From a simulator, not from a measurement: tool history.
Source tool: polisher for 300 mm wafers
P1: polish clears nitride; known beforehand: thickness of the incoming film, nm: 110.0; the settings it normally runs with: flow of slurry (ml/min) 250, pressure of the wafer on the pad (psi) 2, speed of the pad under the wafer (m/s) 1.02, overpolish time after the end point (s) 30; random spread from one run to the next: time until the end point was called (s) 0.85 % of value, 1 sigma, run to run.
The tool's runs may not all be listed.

| run | hour | flow of slurry (ml/min) | pressure of the wafer on the pad (psi) | speed of the pad under the wafer (m/s) | overpolish time after the end point (s) | time until the end point was called (s) |
|---|---|---|---|---|---|---|
| 1 | 10.4 | 250 | 2 | 1.02 | 30 | 203.1 |
| 2 | 21.9 | 250 | 2 | 1.02 | 30 | 204.31 |
| 3 | 30.1 | 250 | 2 | 1.02 | 9 | 203.59 |
| 4 | 36.3 | 250 | 3.2 | 1.02 | 30 | 127.84 |
| 5 | 44.7 | 250 | 2 | 1.02 | 30 | 206.39 |
| 6 | 50.8 | 250 | 2 | 0.46 | 30 | 456.55 |
| 7 | 58.7 | 150 | 2 | 1.02 | 11 | 218.41 |
| 8 | 64.8 | 250 | 2 | 1.02 | 30 | 202.24 |
| 9 | 73.3 | 150 | 2 | 1.02 | 30 | 217.21 |
| 10 | 78.6 | 250 | 2 | 1.02 | 30 | 202.33 |
| 11 | 88.2 | 250 | 1.1 | 1.02 | 30 | 367.62 |
| 12 | 98.6 | 250 | 2 | 1.38 | 30 | 150.64 |
| 13 | 110.2 | 375 | 2 | 1.02 | 30 | 195.87 |
| 14 | 116.9 | 250 | 2 | 1.02 | 56 | 205.04 |
| 15 | 124.7 | 250 | 1.3 | 1.38 | 30 | 234.03 |
| 16 | 136.8 | 250 | 2 | 1.02 | 30 | 204.87 |
| 17 | 148 | 165 | 1.1 | 1.02 | 30 | 398.58 |
| 18 | 156.2 | 250 | 2 | 1.02 | 30 | 200.59 |
| 19 | 161.9 | 250 | 2 | 1.02 | 30 | 202.78 |
| 20 | 173.7 | 250 | 2 | 1.02 | 30 | 207.65 |
| 21 | 185.9 | 250 | 2 | 1.02 | 30 | 210.11 |
| 22 | 192.9 | 250 | 2 | 1.02 | 30 | 215.14 |
| 23 | 199.3 | 250 | 2 | 1.02 | 30 | 216.47 |
| 24 | 209.1 | 250 | 2 | 1.02 | 30 | 215.95 |
|  | 210.9 | head pressure recalibrated |
| 25 | 215.5 | 250 | 2 | 1.02 | 30 | 215.72 |

Run 26 comes next. What will it give?
| 26 | 221.9 | 250 | 2 | 1.02 | 30 | ? |

time until the end point was called (s): 216.29
